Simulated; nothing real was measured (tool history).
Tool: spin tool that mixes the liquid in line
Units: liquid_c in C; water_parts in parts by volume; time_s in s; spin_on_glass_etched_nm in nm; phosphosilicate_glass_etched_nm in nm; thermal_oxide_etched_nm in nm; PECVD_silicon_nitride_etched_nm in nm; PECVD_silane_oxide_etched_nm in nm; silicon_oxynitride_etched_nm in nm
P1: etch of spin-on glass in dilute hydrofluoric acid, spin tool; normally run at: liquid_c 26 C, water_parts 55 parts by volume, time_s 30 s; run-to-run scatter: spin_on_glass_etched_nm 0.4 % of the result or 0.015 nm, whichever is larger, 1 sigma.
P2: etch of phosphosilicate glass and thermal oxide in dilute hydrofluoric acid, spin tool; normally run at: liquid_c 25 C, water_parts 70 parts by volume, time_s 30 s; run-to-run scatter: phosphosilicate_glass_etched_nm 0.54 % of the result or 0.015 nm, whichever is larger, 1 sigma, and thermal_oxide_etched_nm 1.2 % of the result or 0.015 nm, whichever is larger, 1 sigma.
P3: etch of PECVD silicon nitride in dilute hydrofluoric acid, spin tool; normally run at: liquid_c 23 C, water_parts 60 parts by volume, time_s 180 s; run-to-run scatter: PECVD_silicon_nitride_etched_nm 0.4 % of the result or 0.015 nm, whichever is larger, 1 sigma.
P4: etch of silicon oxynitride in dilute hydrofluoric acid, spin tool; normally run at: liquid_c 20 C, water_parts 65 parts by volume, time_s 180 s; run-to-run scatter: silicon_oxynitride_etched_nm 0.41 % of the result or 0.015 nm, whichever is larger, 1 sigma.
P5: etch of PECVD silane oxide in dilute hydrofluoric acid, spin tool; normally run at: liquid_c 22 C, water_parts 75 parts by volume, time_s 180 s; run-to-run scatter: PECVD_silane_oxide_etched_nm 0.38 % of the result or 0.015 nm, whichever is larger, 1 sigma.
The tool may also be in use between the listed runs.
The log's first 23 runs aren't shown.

run	day	process	liquid_c	water_parts	time_s	hours since the thermometer was replaced	hours since the hydrofluoric acid flow meter was replaced	spin_on_glass_etched_nm	phosphosilicate_glass_etched_nm	thermal_oxide_etched_nm	PECVD_silicon_nitride_etched_nm	PECVD_silane_oxide_etched_nm	silicon_oxynitride_etched_nm
24	11.367	P1	26	55	55	1019.4	721	25.894					
25	11.888	P5	22	75	180	1031.9	733.5					49.045	
26	12.333	P1	26	55	15	1042.6	744.2	7.0255					
27	12.683	P3	23	85	180	1051	752.6				9.7937		
28	13.117	P2	25	70	55	1061.4	763		59.702	4.0251			
29	13.758	P4	20	65	180	1076.8	778.4						5.4484
30	14.138	P1	22	55	30	1085.9	787.5	11.838					
31	14.683	P4	27	65	180	1099	800.6						7.6696
32	15.4	P1	26	55	30	1116.2	817.8	13.944					
33	16.108	P1	26	55	30	1133.2	834.8	14.351					
34	16.571	P1	26	55	30	1144.3	845.9	14.458					
35	16.958	P1	26	55	30	1153.6	855.2	14.693					
36	17.629	P1	26	55	30	1169.7	871.3	14.639					

Run 37 comes next. What will it give?
37	18.262	P1	26	55	30	1184.9	886.5	?					

spin_on_glass_etched_nm: 14.66 nm
